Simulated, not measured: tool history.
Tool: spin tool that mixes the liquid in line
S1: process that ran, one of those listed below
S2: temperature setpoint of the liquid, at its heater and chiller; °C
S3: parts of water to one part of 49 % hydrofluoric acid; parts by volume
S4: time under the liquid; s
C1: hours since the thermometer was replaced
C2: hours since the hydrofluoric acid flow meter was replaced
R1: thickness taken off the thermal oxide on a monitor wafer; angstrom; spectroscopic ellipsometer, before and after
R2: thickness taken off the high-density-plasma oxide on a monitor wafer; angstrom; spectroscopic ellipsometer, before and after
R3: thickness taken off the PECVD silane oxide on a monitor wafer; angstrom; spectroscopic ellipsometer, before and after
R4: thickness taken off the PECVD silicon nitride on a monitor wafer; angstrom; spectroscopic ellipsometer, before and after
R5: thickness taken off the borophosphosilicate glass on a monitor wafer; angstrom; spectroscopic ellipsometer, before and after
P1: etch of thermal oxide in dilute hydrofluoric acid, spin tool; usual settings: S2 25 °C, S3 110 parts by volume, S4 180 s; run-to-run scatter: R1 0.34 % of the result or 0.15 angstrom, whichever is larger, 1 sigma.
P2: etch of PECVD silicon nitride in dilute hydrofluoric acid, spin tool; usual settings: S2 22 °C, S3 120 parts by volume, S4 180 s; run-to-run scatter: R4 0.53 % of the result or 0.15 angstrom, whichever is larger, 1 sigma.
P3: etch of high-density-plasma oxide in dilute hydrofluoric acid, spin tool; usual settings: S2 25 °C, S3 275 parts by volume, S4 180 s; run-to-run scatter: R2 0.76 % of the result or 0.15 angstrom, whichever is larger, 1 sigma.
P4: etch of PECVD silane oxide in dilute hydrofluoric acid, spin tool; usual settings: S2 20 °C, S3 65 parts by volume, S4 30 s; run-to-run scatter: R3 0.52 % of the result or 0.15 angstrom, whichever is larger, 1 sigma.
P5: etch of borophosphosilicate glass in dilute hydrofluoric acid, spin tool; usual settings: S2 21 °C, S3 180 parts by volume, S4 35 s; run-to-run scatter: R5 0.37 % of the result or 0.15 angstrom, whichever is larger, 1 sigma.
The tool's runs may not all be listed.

run   hour  S1    S2   S3   S4     C1      C2      R1      R2      R3      R4      R5
  1   11.9  P1    25  110  180    620   770.6  81.774
  2   21.3  P1    25  150   55  629.4     780  17.545
  3   27.5  P3  21.5  275  180  635.6   786.2          27.554
  4     33  P1    33  110  180  641.1   791.7  110.63
  5   43.7  P4    20   65   15  651.8   802.4                  46.023
  6   49.1  P1    25  110  365  657.2   807.8  166.62
  7   54.7  P1    25  110  180  662.8   813.4  81.969
  8   61.1  P2  27.5  120  180  669.2   819.8                          57.555
  9   70.3  P5    21  180   15  678.4     829                                  24.511
 10   81.1  P5    21   40   35  689.2   839.8                                  298.08
 11   86.6  P1    25  170  180  694.7   845.3  49.189
 12   94.4  P2    22  210  180  702.5   853.1                          23.059
 13    103  P4  24.5   65   30  711.1   861.7                  112.31
 14    115  P2    22  120  180  723.1   873.7                           40.72
 15  124.9  P1    25  110  180    733   883.6  81.811
 16  136.8  P1    21  110  180  744.9   895.5  69.602
 17  144.5  P2    22  120  365  752.6   903.2                          81.274
 18  154.7  P5  17.5  180   35  762.8   913.4                                  49.859
 19  164.6  P3    25  275   40  772.7   923.3          7.0091
 20  174.7  P1    25  110  180  782.8   933.4  81.608
 21  182.7  P5    21  180   35  790.8   941.4                                  56.952
 22  194.2  P2    22  120  180  802.3   952.9                          40.294
 23  200.6  P1    25  110  180  808.7   959.3  81.508
 24  206.4  P1    25  110   35  814.5   965.1  15.908
 25  212.8  P4    20   65   30  820.9   971.5                  92.089
 26  223.2  P5    21  180   35  831.3   981.9                                  57.175
 27  233.5  P3    25   50  180  841.6   992.2          225.58
 28  243.7  P3    25  275  180  851.8  1002.4          31.524
 29  252.3  P1    25   55  180  860.4    1011  174.71
 30  258.8  P4    20   20   30  866.9  1017.5                  317.41
 31  265.5  P1    25  110  180  873.6  1024.2  81.635
 32    276  P1    25  110  180  884.1  1034.7  85.523
 33  283.1  P1    25  110  180  891.2  1041.8  87.447
 34  293.2  P1    25  110  180  901.3  1051.9  89.024
 35  302.9  P1    25  110  180    911  1061.6   88.79
 36  312.8  P1    25  110  180  920.9  1071.5  89.807
 37  319.2  P1    25  110  180  927.3  1077.9  90.264
 38    328  P1    25  110  180  936.1  1086.7  90.196

What P1 gives has crept away from where it was. These 2 causes fit the log equally well, each at the size given:
A: liquid hotter than its thermometer reads (K) = 2.39
B: hydrofluoric acid flow above the setpoint (%) = 8.47
The creep began at about hour 265.5.

4 check runs are offered, one wafer each, their results left as question marks. Which one tells the causes apart?
check 1  336.8  P3  25  275  180               ?
check 2  336.8  P5  21  180   35                           ?
check 3  336.8  P4  20   65   30                   ?
check 4  336.8  P2  22  120  180                       ?

What each check would give under each cause:
  check  result    if A    if B
check 1      R2  34.163  34.899
check 2      R5  62.205  62.494
check 3      R3  101.89  100.67
check 4      R4  47.291   43.77
How far apart the two closest causes lie, in the result that separates them most: check 1 2.13 %; check 2 0.46 %; check 3 1.21 %; check 4 7.74 %
Only check 4 tells the causes apart: in the others they would give nearly the same result.

Check 4 was then run and gave: R4 47.282 angstrom. Which cause is it?

It is A: liquid hotter than its thermometer reads (K).

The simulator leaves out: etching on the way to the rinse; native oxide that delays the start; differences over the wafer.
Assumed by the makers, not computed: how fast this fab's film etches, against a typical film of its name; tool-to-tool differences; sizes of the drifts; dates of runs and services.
